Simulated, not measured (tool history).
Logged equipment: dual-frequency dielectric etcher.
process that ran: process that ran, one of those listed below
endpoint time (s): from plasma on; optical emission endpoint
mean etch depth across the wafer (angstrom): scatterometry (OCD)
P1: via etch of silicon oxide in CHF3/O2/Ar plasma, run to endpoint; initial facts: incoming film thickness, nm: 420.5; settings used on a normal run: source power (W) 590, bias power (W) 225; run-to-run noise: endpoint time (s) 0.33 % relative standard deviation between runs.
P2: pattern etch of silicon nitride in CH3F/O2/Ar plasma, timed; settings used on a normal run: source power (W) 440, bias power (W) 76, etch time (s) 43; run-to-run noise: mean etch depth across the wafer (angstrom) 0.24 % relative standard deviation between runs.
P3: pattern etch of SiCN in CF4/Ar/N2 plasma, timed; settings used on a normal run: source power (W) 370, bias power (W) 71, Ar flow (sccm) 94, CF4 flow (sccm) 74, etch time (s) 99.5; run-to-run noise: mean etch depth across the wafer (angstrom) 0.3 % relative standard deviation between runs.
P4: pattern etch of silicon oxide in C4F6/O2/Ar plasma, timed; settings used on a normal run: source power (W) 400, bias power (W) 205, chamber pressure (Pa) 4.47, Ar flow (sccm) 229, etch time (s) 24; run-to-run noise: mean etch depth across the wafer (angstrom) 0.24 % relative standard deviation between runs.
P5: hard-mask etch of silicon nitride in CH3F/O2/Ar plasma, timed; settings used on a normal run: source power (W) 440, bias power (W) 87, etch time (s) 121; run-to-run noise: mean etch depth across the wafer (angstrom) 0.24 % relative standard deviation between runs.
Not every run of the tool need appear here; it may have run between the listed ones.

run     day  process that ran  source power (W)  bias power (W)  etch time (s)  Ar flow (sccm)  CF4 flow (sccm)  chamber pressure (Pa)  hours since the last wet clean  hours since the last source power generator calibration  hours since the last bias power generator calibration  endpoint time (s)  mean etch depth across the wafer (angstrom)
  1   0.242                P1               590             225                                                                                                  136.4                                                    550.3                                                  792.7              202.1
  2   0.629                P2               620              76             43                                                                                   145.7                                                    559.6                                                    802                                                          356.03
  3   1.004                P1               590             225                                                                                                  154.7                                                    568.6                                                    811             201.91
  4   1.483                P3               300              71           99.5              94               74                                                  166.2                                                    580.1                                                  822.5                                                           616.1
  5   1.725                P2               440              76             43                                                                                     172                                                    585.9                                                  828.3                                                          311.59
  6   2.188                P4               400             205             29             229                                    4.47                           183.1                                                      597                                                  839.4                                                          991.33
  7   2.683                P3               370              71           99.5              94               48                                                    195                                                    608.9                                                  851.3                                                           690.7
  8   2.942                P3               370              71           99.5              55               74                                                  201.2                                                    615.1                                                  857.5                                                          791.56
  9   3.392                P1               590             225                                                                                                    212                                                    625.9                                                  868.3             201.06
 10   3.833                P4               400             205             24             229                                    4.47                           222.6                                                    636.5                                                  878.9                                                          823.84
 11   4.317                P2               440              76             29                                                                                   234.2                                                    648.1                                                  890.5                                                          210.31
 12   4.688                P1               590             225                                                                                                  243.1                                                      657                                                  899.4             201.85
 13   4.946                P2               440              56             43                                                                                   249.3                                                    663.2                                                  905.6                                                          281.11
 14   5.333                P4               400             205             24             229                                    4.47                           258.6                                                    672.5                                                  914.9                                                          830.07
 15   5.742                P5               440              87            121                                                                                   268.4                                                    682.3                                                  924.7                                                          928.25
 16     6.1                P5               440              87            121                                                                                     277                                                    690.9                                                  933.3                                                          925.55
 17   6.525                P1               420             225                                                                                                  287.2                                                    701.1                                                  943.5             228.73
      6.771  -- source power generator calibrated
 18   6.775                P1               590             295                                                                                                  293.2                                                      0.1                                                  949.5             183.92
      6.979  -- bias power generator calibrated
 19   7.058                P4               400             205             24             319                                    4.47                             300                                                      6.9                                                    1.9                                                          792.45
 20   7.571                P3               370             100           99.5              94               74                                                  312.3                                                     19.2                                                   14.2                                                          828.98
 21   8.079                P4               400             121             24             229                                    4.47                           324.5                                                     31.4                                                   26.4                                                          699.38
 22   8.379                P1               590             163                                                                                                  331.7                                                     38.6                                                   33.6             225.24
 23     8.7                P5               290              87            121                                                                                   339.4                                                     46.3                                                   41.3                                                          793.57
 24   8.988                P1               590             225                                                                                                  346.3                                                     53.2                                                   48.2                201
 25   9.408                P1               590             225                                                                                                  356.4                                                     63.3                                                   58.3             201.93
 26   9.875                P1               700             287                                                                                                  367.6                                                     74.5                                                   69.5             173.94
 27  10.296                P4               400             205             24             229                                     5.4                           377.7                                                     84.6                                                   79.6                                                           804.5
 28  10.575                P3               370              71           99.5              94               74                                                  384.4                                                     91.3                                                   86.3                                                          738.85
 29  10.988                P1               590             225                                                                                                  394.3                                                    101.2                                                   96.2             201.41
 30  11.438                P1               790             225                                                                                                  405.1                                                      112                                                    107              181.2
 31  11.679                P5               440              54            121                                                                                   410.9                                                    117.8                                                  112.8                                                          788.22
 32  12.008                P5               440              87           87.5                                                                                   418.8                                                    125.7                                                  120.7                                                          670.67
 33  12.525                P4               310             205             24             229                                    4.47                           431.2                                                    138.1                                                  133.1                                                          747.11
 34  12.892                P3               370              71             76              94               74                                                    440                                                    146.9                                                  141.9                                                          565.29
 35  13.212                P1               830             283                                                                                                  447.7                                                    154.6                                                  149.6             163.25
 36  13.538                P1               590             225                                                                                                  455.5                                                    162.4                                                  157.4             202.57
 37  13.862                P1               590             225                                                                                                  463.3                                                    170.2                                                  165.2             201.44
 38    14.1                P1               590             225                                                                                                    469                                                    175.9                                                  170.9              202.9
 39  14.604                P1               590             225                                                                                                  481.1                                                      188                                                    183             204.55
 40  14.942                P1               590             225                                                                                                  489.2                                                    196.1                                                  191.1             204.07
 41  15.238                P1               590             225                                                                                                  496.3                                                    203.2                                                  198.2             203.67
     15.612  -- wet clean of the chamber
 42  15.708                P1               590             225                                                                                                    2.3                                                    214.5                                                  209.5             205.98
 43  16.083                P1               590             225                                                                                                   11.3                                                    223.5                                                  218.5             205.11
 44  16.425                P1               590             225                                                                                                   19.5                                                    231.7                                                  226.7              205.1
 45  16.842                P1               590             225                                                                                                   29.5                                                    241.7                                                  236.7              205.6
 46  17.183                P1               590             225                                                                                                   37.7                                                    249.9                                                  244.9             205.13

Something has made what P1 gives creep away from where it was; the 2 causes below, each at its own stated size, fit the log equally well:
A: bias power that arrives under what is set, % = 4.67
B: source power that arrives under what is set, % = 4.34
The onset of the drift is placed at about day 13.538.
Every other cause this tool's parts could produce, and why it does not fit the log:
chamber walls in a state that lowers the etch rate, %: serviced at day 15.612, after the change had begun; the process did not return to its earlier output

4 check runs are offered, one wafer each, their results left as question marks. Which one tells the causes apart?
check 1  17.525                P3               370              71           99.5              94               74                                                                                                                                                                                                                                      ?
check 2  17.525                P5               440              87            121                                                                                                                                                                                                                                                                       ?
check 3  17.525                P4               400             205             24             229                                    4.47                                                                                                                                                                                                               ?
check 4  17.525                P2               440              76             43                                                                                                                                                                                                                                                                       ?

How each check would come out, cause by cause:
  check                                       result    if A    if B
check 1  mean etch depth across the wafer (angstrom)  726.92  710.68
check 2  mean etch depth across the wafer (angstrom)  911.51  911.72
check 3  mean etch depth across the wafer (angstrom)  812.18  810.81
check 4  mean etch depth across the wafer (angstrom)  306.96  306.83
How far apart the two closest causes lie, in the result that separates them most: check 1 2.26 %; check 2 0.02 %; check 3 0.17 %; check 4 0.04 %
Only in check 1 would the causes give clearly different results; in the remaining checks their results would be nearly the same.

Check 1 has now been run. It gave: mean etch depth across the wafer (angstrom) 724.26. Which of the candidate causes is it?

It is A: bias power that arrives under what is set, %.
